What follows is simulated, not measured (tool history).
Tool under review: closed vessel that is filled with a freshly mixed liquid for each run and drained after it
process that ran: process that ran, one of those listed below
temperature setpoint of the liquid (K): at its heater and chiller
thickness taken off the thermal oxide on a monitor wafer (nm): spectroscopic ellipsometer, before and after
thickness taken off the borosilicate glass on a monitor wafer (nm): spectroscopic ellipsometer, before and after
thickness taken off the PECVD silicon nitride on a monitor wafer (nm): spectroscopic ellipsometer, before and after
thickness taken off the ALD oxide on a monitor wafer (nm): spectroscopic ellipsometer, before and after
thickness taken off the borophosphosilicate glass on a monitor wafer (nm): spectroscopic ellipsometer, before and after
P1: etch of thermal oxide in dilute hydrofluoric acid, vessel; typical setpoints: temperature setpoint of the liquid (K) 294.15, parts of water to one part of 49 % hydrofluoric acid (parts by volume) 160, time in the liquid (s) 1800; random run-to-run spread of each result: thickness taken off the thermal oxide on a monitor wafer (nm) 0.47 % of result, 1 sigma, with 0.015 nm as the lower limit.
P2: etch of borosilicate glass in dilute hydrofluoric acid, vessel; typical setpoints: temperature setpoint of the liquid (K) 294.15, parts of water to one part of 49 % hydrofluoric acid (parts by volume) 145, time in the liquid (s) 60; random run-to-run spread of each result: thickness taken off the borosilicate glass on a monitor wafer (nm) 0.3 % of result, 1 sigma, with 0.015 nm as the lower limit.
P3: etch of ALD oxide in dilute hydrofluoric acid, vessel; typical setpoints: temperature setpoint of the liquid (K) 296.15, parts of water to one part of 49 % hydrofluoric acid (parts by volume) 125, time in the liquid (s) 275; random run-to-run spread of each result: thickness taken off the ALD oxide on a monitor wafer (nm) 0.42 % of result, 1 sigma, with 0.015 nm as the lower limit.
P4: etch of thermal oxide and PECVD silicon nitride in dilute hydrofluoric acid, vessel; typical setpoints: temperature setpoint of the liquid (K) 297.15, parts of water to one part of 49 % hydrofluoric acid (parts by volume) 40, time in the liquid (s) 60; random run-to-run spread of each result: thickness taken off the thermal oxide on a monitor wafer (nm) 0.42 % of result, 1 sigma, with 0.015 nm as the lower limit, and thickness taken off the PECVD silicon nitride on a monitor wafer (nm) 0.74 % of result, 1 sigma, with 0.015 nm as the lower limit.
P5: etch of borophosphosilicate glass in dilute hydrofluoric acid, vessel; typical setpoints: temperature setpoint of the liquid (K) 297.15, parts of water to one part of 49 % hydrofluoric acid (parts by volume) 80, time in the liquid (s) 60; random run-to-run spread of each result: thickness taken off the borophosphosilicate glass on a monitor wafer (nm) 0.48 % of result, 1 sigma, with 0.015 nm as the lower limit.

run   hour  process that ran  temperature setpoint of the liquid (K)  parts of water to one part of 49 % hydrofluoric acid (parts by volume)  time in the liquid (s)  hours since the thermometer was replaced  hours since the hydrofluoric acid flow meter was replaced  thickness taken off the thermal oxide on a monitor wafer (nm)  thickness taken off the borosilicate glass on a monitor wafer (nm)  thickness taken off the PECVD silicon nitride on a monitor wafer (nm)  thickness taken off the ALD oxide on a monitor wafer (nm)  thickness taken off the borophosphosilicate glass on a monitor wafer (nm)
  1   12.3                P1                                  294.15                                                                     160                    1800                                     919.4                                                        322                                                         45.017
  2   22.6                P1                                  294.15                                                                     160                    3085                                     929.7                                                      332.3                                                         76.893
  3   32.7                P1                                  300.65                                                                     160                    1800                                     939.8                                                      342.4                                                         57.893
  4   46.1                P2                                  294.15                                                                     145                     115                                     953.2                                                      355.8                                                                                                                             29.035
  5   62.9                P4                                  297.15                                                                      70                      60                                       970                                                      372.6                                                         4.2052                                                                                                                                     1.6735
  6   73.3                P1                                  294.15                                                                     100                    1800                                     980.4                                                        383                                                         76.835
  7   90.8                P2                                  294.15                                                                     200                      60                                     997.9                                                      400.5                                                                                                                             10.404
  8  109.1                P3                                  296.15                                                                     125                     275                                    1016.2                                                      418.8                                                                                                                                                                                                                                                               20.464
  9    119                P5                                  297.15                                                                      80                      60                                    1026.1                                                      428.7                                                                                                                                                                                                                                                                                                                                          34.307
 10  133.6                P3                                  296.15                                                                     125                      80                                    1040.7                                                      443.3                                                                                                                                                                                                                                                               5.9407
 11  151.9                P1                                  301.65                                                                     160                    2525                                      1059                                                      461.6                                                         83.338
 12  161.8                P1                                  294.15                                                                     160                    1800                                    1068.9                                                      471.5                                                         44.734
 13  176.5                P4                                  301.65                                                                      40                      60                                    1083.6                                                      486.2                                                         9.2606                                                                                                                                     3.9161
 14  189.4                P5                                  290.15                                                                      80                      60                                    1096.5                                                      499.1                                                                                                                                                                                                                                                                                                                                          25.728
 15  199.5                P1                                  294.15                                                                     160                    1800                                    1106.6                                                      509.2                                                         45.128
     214.2  -- thermometer replaced
 16  216.5                P2                                  294.15                                                                     145                      60                                       2.4                                                      526.2                                                                                                                             15.143
 17  226.3                P3                                  296.15                                                                     175                     275                                      12.2                                                        536                                                                                                                                                                                                                                                               13.771
 18  240.4                P2                                  294.15                                                                     145                      60                                      26.3                                                      550.1                                                                                                                             15.202
 19  251.3                P3                                  296.15                                                                     125                     275                                      37.2                                                        561                                                                                                                                                                                                                                                               20.326
 20  266.3                P2                                  299.15                                                                     145                      60                                      52.2                                                        576                                                                                                                             18.446
 21  281.8                P1                                  294.15                                                                     275                     510                                      67.7                                                      591.5                                                         6.6081
 22  293.5                P4                                  297.15                                                                      40                      30                                      79.4                                                      603.2                                                         3.8396                                                                                                                                      1.451
 23  309.8                P5                                  297.15                                                                      80                      60                                      95.7                                                      619.5                                                                                                                                                                                                                                                                                                                                          34.475
 24  322.9                P1                                  294.15                                                                     160                    1800                                     108.8                                                      632.6                                                         45.115
 25  334.8                P4                                  297.15                                                                      40                      60                                     120.7                                                      644.5                                                         7.6817                                                                                                                                     2.9171
 26  352.6                P1                                  294.15                                                                     160                    1800                                     138.5                                                      662.3                                                         45.143
 27  366.9                P1                                  294.15                                                                     245                    1800                                     152.8                                                      676.6                                                         26.747
 28    381                P1                                  294.15                                                                     160                    1800                                     166.9                                                      690.7                                                         44.775
 29  396.4                P3                                  303.65                                                                     125                     275                                     182.3                                                      706.1                                                                                                                                                                                                                                                                27.13
 30  404.7                P1                                  294.15                                                                     160                      65                                     190.6                                                      714.4                                                         1.6167
 31  416.6                P5                                  297.15                                                                      80                      30                                     202.5                                                      726.3                                                                                                                                                                                                                                                                                                                                          17.124
 32  432.2                P1                                  290.15                                                                     160                    1800                                     218.1                                                      741.9                                                           38.3
 33  440.7                P5                                  297.15                                                                     125                      60                                     226.6                                                      750.4                                                                                                                                                                                                                                                                                                                                          20.821
 34  455.2                P1                                  294.15                                                                     160                    1800                                     241.1                                                      764.9                                                         44.994
 35  464.3                P1                                  294.15                                                                     160                    1800                                     250.2                                                        774                                                         44.127
 36  479.1                P1                                  294.15                                                                     160                    1800                                       265                                                      788.8                                                         43.714
 37  487.2                P1                                  294.15                                                                     160                    1800                                     273.1                                                      796.9                                                         43.314
 38  505.4                P1                                  294.15                                                                     160                    1800                                     291.3                                                      815.1                                                         42.491
 39  520.5                P1                                  294.15                                                                     160                    1800                                     306.4                                                      830.2                                                         42.276
 40  534.7                P1                                  294.15                                                                     160                    1800                                     320.6                                                      844.4                                                         42.214
 41  550.4                P1                                  294.15                                                                     160                    1800                                     336.3                                                      860.1                                                         42.586
 42  559.2                P1                                  294.15                                                                     160                    1800                                     345.1                                                      868.9                                                         42.129
 43    577                P1                                  294.15                                                                     160                    1800                                     362.9                                                      886.7                                                         42.056

What P1 gives has crept off from where it sat before. The 2 causes that follow fit the log equally well, each at the size noted:
A: liquid colder than its thermometer reads (K) = 1.63
B: hydrofluoric acid flow below the setpoint (%) = 5.33
At approximately hour 455.2, the process output began to creep.

Below are 4 check runs, each averaged over 2 wafers, with their results shown as question marks. Which of them would give clearly different results depending on which cause is behind the drift?
check 1  594.8                P2                                  294.15                                                                     145                      60                                                                                                                                                                                                                                       ?
check 2  594.8                P3                                  296.15                                                                     125                     275                                                                                                                                                                                                                                                                                                                                                                         ?
check 3  594.8                P5                                  297.15                                                                      80                      60                                                                                                                                                                                                                                                                                                                                                                                                                                                    ?
check 4  594.8                P4                                  297.15                                                                      40                      60                                                                                                                                                                   ?                                                                                                                                          ?

Check results expected under each cause:
  check                                                                     result    if A    if B
check 1         thickness taken off the borosilicate glass on a monitor wafer (nm)  14.231  14.252
check 2                  thickness taken off the ALD oxide on a monitor wafer (nm)  19.088  19.119
check 3  thickness taken off the borophosphosilicate glass on a monitor wafer (nm)  32.211  32.392
check 4              thickness taken off the thermal oxide on a monitor wafer (nm)  7.1525  7.2267
check 4      thickness taken off the PECVD silicon nitride on a monitor wafer (nm)  2.5932  2.7474
Per-check spread between the two closest causes, in the result where they differ most: check 1 0.15 %; check 2 0.16 %; check 3 0.56 %; check 4 5.78 %
The other checks would show nearly matching results whichever cause is true, so check 4 is the only one that separates the causes.

Check 4 was carried out, with these results: thickness taken off the thermal oxide on a monitor wafer (nm) 7.1518; thickness taken off the PECVD silicon nitride on a monitor wafer (nm) 2.6223. Which of the listed causes is responsible?

The correct cause is A, namely: liquid colder than its thermometer reads (K).
